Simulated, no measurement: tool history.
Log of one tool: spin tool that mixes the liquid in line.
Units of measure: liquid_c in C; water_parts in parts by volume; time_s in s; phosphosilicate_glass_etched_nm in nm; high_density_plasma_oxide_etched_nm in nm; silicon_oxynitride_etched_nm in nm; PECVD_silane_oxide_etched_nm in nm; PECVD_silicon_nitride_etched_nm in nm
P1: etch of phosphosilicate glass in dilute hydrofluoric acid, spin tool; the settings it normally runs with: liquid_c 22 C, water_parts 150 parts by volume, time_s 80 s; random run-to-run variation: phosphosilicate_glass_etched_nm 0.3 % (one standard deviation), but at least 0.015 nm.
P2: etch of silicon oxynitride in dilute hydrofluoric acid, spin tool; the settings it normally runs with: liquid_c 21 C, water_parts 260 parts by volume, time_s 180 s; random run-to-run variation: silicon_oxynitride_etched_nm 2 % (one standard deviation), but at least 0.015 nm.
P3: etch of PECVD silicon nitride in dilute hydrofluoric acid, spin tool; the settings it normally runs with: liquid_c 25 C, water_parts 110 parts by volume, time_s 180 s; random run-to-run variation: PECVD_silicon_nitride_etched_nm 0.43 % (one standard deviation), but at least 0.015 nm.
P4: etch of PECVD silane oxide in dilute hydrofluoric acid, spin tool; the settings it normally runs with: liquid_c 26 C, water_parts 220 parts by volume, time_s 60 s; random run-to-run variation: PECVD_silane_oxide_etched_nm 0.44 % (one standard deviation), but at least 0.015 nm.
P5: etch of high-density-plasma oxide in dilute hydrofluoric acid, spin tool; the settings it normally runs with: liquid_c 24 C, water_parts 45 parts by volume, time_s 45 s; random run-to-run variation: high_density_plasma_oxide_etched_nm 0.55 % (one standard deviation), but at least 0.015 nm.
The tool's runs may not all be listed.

run	day	process	liquid_c	water_parts	time_s	hours since the thermometer was replaced	hours since the hydrofluoric acid flow meter was replaced	phosphosilicate_glass_etched_nm	high_density_plasma_oxide_etched_nm	silicon_oxynitride_etched_nm	PECVD_silane_oxide_etched_nm	PECVD_silicon_nitride_etched_nm
1	0.108	P1	22	150	80	1188	269	33.36				
2	0.338	P1	22	150	80	1193.5	274.5	33.566				
3	0.504	P1	18.5	150	155	1197.5	278.5	56.453				
4	0.638	P5	28	45	45	1200.7	281.7		7.6845			
5	0.821	P2	21	455	180	1205.1	286.1			0.6789		
6	1.038	P5	24	45	45	1210.3	291.3		6.5032			
7	1.221	P4	26	220	15	1214.7	295.7				1.1741	
8	1.329	P1	22	150	80	1217.3	298.3	33.464				
9	1.462	P4	26	80	60	1220.5	301.5				15.525	
10	1.679	P1	22	150	135	1225.7	306.7	56.558				
11	1.862	P5	24	65	45	1230.1	311.1		4.4054			
12	2	P1	22	150	80	1233.4	314.4	33.473				
13	2.117	P3	25	110	180	1236.2	317.2					5.9242
14	2.221	P2	27.5	260	180	1238.7	319.7			1.6835		
15	2.396	P1	26	150	80	1242.9	323.9	39.055				
16	2.612	P1	22	30	80	1248.1	329.1	194.31				
17	2.725	P1	22	150	40	1250.8	331.8	16.829				
18	2.879	P1	22	150	80	1254.5	335.5	33.415				
19	3.108	P1	22	150	80	1260	341	33.616				
20	3.308	P2	21	260	180	1264.8	345.8			1.2975		
21	3.429	P1	17	150	155	1267.7	348.7	53.394				
22	3.621	P3	32	110	180	1272.3	353.3					9.288
23	3.808	P2	21	260	60	1276.8	357.8			0.43518		
24	3.954	P4	26	220	60	1280.3	361.3				4.7612	
25	4.1	P3	25	165	180	1283.8	364.8					4.008
26	4.325	P1	22	270	80	1289.2	370.2	16.429				
27	4.425	P1	17	150	80	1291.6	372.6	27.236				
28	4.562	P5	24	45	70	1294.9	375.9		10.272			
29	4.771	P2	21	260	180	1299.9	380.9			1.3007		
30	4.988	P1	22	150	80	1305.1	386.1	33.668				
31	5.088	P4	26	220	60	1307.5	388.5				4.7624	
32	5.233	P3	25	110	335	1311	392					11.024
33	5.446	P4	21	220	60	1316.1	397.1				3.9517	
34	5.617	P1	22	150	80	1320.2	401.2	33.741				
35	5.829	P1	22	150	80	1325.3	406.3	32.415				
36	6.025	P1	22	150	80	1330	411	31.785				
37	6.238	P1	22	150	80	1335.1	416.1	31.25				
38	6.404	P1	22	150	80	1339.1	420.1	31.151				
39	6.504	P1	22	150	80	1341.5	422.5	30.874				
40	6.729	P1	22	150	80	1346.9	427.9	30.669				
41	6.95	P1	22	150	80	1352.2	433.2	30.797				
42	7.125	P1	22	150	80	1356.4	437.4	30.54				
43	7.242	P1	22	150	80	1359.2	440.2	30.731				
44	7.383	P1	22	150	80	1362.6	443.6	30.706				

The log shows P1 creeping away from where it was. Any of the 2 causes listed here, at the size stated for it, fits the log just as well as the others:
A: liquid colder than its thermometer reads (K) = 2.29
B: hydrofluoric acid flow below the setpoint (%) = 7.43
Onset of the creep was near day 5.617.

The check runs listed below each take one wafer, and their results are still question marks. Under which run would the listed causes lead to clearly different results?
check 1	7.525	P4	26	220	60						?	
check 2	7.525	P2	21	260	180					?		
check 3	7.525	P5	24	45	45				?			
check 4	7.525	P3	25	110	180							?

How each check would come out, cause by cause:
check	result	if A	if B
check 1	PECVD_silane_oxide_etched_nm	4.3725	4.313
check 2	silicon_oxynitride_etched_nm	1.1566	1.1719
check 3	high_density_plasma_oxide_etched_nm	5.9259	6.0064
check 4	PECVD_silicon_nitride_etched_nm	5.1012	5.4924
Separation of the two closest causes in each check, using whichever result separates them best: check 1 1.37 %; check 2 1.31 %; check 3 1.35 %; check 4 7.39 %
Check 4 tells the causes apart: in the others they would give nearly the same result.

Check 4 was then run and gave: PECVD_silicon_nitride_etched_nm 5.135 nm. Which cause is it?

The cause is A: liquid colder than its thermometer reads (K).
